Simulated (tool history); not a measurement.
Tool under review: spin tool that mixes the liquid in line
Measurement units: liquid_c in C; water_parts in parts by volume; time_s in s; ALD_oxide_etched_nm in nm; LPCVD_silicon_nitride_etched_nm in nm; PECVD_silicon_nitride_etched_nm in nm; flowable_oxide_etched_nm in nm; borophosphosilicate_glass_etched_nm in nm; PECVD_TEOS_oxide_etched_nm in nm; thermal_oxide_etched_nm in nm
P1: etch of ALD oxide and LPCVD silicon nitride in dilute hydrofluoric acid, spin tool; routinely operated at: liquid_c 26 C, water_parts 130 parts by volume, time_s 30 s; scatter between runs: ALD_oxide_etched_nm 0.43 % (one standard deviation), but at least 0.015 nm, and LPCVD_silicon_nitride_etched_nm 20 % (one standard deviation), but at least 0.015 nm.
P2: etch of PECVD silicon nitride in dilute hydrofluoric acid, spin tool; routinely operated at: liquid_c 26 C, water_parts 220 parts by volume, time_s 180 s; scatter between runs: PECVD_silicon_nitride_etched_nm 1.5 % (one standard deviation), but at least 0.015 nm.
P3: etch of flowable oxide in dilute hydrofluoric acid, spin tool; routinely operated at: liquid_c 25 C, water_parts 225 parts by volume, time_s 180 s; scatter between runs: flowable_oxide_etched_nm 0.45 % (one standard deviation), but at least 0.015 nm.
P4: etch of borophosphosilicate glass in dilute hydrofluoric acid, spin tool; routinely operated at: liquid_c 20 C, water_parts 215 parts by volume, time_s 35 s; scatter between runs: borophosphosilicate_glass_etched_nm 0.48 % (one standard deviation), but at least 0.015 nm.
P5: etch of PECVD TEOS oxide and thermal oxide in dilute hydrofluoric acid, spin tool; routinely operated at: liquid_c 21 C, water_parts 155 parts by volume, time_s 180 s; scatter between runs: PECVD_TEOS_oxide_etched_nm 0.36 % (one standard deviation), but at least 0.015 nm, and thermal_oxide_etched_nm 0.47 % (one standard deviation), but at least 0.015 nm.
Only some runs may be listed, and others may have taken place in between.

run   hour  process  liquid_c  water_parts  time_s  hours since the thermometer was replaced  hours since the hydrofluoric acid flow meter was replaced  ALD_oxide_etched_nm  LPCVD_silicon_nitride_etched_nm  PECVD_silicon_nitride_etched_nm  flowable_oxide_etched_nm  borophosphosilicate_glass_etched_nm  PECVD_TEOS_oxide_etched_nm  thermal_oxide_etched_nm
  1    4.7       P1        26          130      30                                    1041.9                                                      169.8               5.1053                          0.10792
  2   11.2       P1        26          230      30                                    1048.4                                                      176.3               2.5591                         0.081235
  3   18.1       P2        26           70     180                                    1055.3                                                      183.2                                                                                 4.7928
  4   23.9       P3        25          225      85                                    1061.1                                                        189                                                                                                            9.015
  5   30.3       P1        26          130      30                                    1067.5                                                      195.4               5.0976                         0.084577
  6   36.3       P1        26          130      30                                    1073.5                                                      201.4               5.1128                          0.16951
  7   44.9       P3        25          225     180                                    1082.1                                                        210                                                                                                           19.024
  8   49.2       P1        26          130      30                                    1086.4                                                      214.3               5.1724                          0.13237
  9   57.3       P4        20           70      35                                    1094.5                                                      222.4                                                                                                                                                24.187
 10   65.6       P3        25          225     180                                    1102.8                                                      230.7                                                                                                           18.953
 11   70.1       P1        26          130      15                                    1107.3                                                      235.2               2.5683                         0.093541
 12   76.8       P4        20          215      65                                      1114                                                      241.9                                                                                                                                                12.499
 13   82.3       P3        19          225     180                                    1119.5                                                      247.4                                                                                                           15.311
 14   90.4       P2        26          220     180                                    1127.6                                                      255.5                                                                                 1.5608
 15   97.8       P4        20          215      35                                      1135                                                      262.9                                                                                                                                                6.7343
 16  105.2       P1        26          130      30                                    1142.4                                                      270.3               5.1653                          0.09087
 17  112.9       P3        25           45     180                                    1150.1                                                        278                                                                                                           118.14
 18  119.2       P1        26          200      15                                    1156.4                                                      284.3                1.563                         0.063404
 19  125.8       P4        20          215      35                                      1163                                                      290.9                                                                                                                                                6.7498
 20  131.6       P5        21          155      50                                    1168.8                                                      296.7                                                                                                                                                                            5.1992                   1.2603
 21    136       P5        21          220     180                                    1173.2                                                      301.1                                                                                                                                                                            12.322                   3.0172
 22  140.5       P1        26          130      60                                    1177.7                                                      305.6               10.319                          0.31238
 23  146.3       P1      22.5          130      45                                    1183.5                                                      311.4               6.7443                          0.18748
 24  152.2       P4        17          215      35                                    1189.4                                                      317.3                                                                                                                                                5.9646
 25  159.2       P2        18          220     180                                    1196.4                                                      324.3                                                                                0.92224
 26  166.5       P1        33          130      30                                    1203.7                                                      331.6               6.6612                          0.32395
 27  173.6       P1      21.5          130      60                                    1210.8                                                      338.7               8.6234                           0.2685
 28    182       P1        26          130      30                                    1219.2                                                      347.1               5.1368                         0.074919
 29  188.7       P1        21          130      30                                    1225.9                                                      353.8                4.287                         0.099434
 30    194       P1        26          130      30                                    1231.2                                                      359.1               5.1897                         0.077354
 31  201.3       P5        21          155     180                                    1238.5                                                      366.4                                                                                                                                                                            18.759                   4.6184
 32    207       P2        26          220     180                                    1244.2                                                      372.1                                                                                 1.4979
 33  213.1       P1        26           50      30                                    1250.3                                                      378.2               14.793                          0.41311
 34  220.9       P5      24.5          155     180                                    1258.1                                                        386                                                                                                                                                                             21.41                   5.2492
 35  227.6       P5        21          155     180                                    1264.8                                                      392.7                                                                                                                                                                            18.802                   4.5764
 36  231.4       P2        26          220     345                                    1268.6                                                      396.5                                                                                  2.944
 37  235.2       P1        26          130      30                                    1272.4                                                      400.3               5.0983                           0.1461
 38  242.7       P1        26          130      30                                    1279.9                                                      407.8               5.2632                          0.14243
 39    249       P1        26          130      30                                    1286.2                                                      414.1               5.3263                          0.12949
 40  255.9       P1        26          130      30                                    1293.1                                                        421               5.4171                          0.20386
 41  262.3       P1        26          130      30                                    1299.5                                                      427.4               5.3923                          0.10904
 42  270.1       P1        26          130      30                                    1307.3                                                      435.2               5.4214                          0.19298
 43  276.5       P1        26          130      30                                    1313.7                                                      441.6               5.4569                          0.19167
 44  282.9       P1        26          130      30                                    1320.1                                                        448                5.505                          0.17168
 45  287.8       P1        26          130      30                                      1325                                                      452.9               5.4483                          0.15677
 46  292.6       P1        26          130      30                                    1329.8                                                      457.7               5.4657                          0.18055

P1 no longer gives what it gave before; its output has crept away from where it was. The following 2 causes, each at its listed size, fit the log equally well:
A: liquid hotter than its thermometer reads (K) = 1.67
B: hydrofluoric acid flow above the setpoint (%) = 5.57
At approximately hour 235.2, the process output began to creep.

Consider the 4 check runs below, whose results appear as question marks and each of which averages 5 wafers. Which one distinguishes the causes, in that each cause would give it a clearly different result?
check 1  297.4       P3      21.5          225     180                                                                                                                                                                                                                     ?
check 2  297.4       P2      22.5          220     340                                                                                                                                                                                           ?
check 3  297.4       P4        17          215      50                                                                                                                                                                                                                                                          ?
check 4  297.4       P5        24          155     180                                                                                                                                                                                                                                                                                      ?                        ?

Check results expected under each cause:
  check                               result    if A    if B
check 1             flowable_oxide_etched_nm  17.792  17.865
check 2      PECVD_silicon_nitride_etched_nm   2.575   2.444
check 3  borophosphosilicate_glass_etched_nm  9.1344  9.1252
check 4           PECVD_TEOS_oxide_etched_nm  22.413  22.424
check 4              thermal_oxide_etched_nm    5.44  5.4426
Per-check spread between the two closest causes, in the result where they differ most: check 1 0.41 %; check 2 5.22 %; check 3 0.1 %; check 4 0.05 %
Check 2 tells the causes apart: in the others they would give nearly the same result.

After running check 2, the following was obtained: PECVD_silicon_nitride_etched_nm 2.5871 nm. Which cause does this point to?

Of the candidate causes, it is A: liquid hotter than its thermometer reads (K).
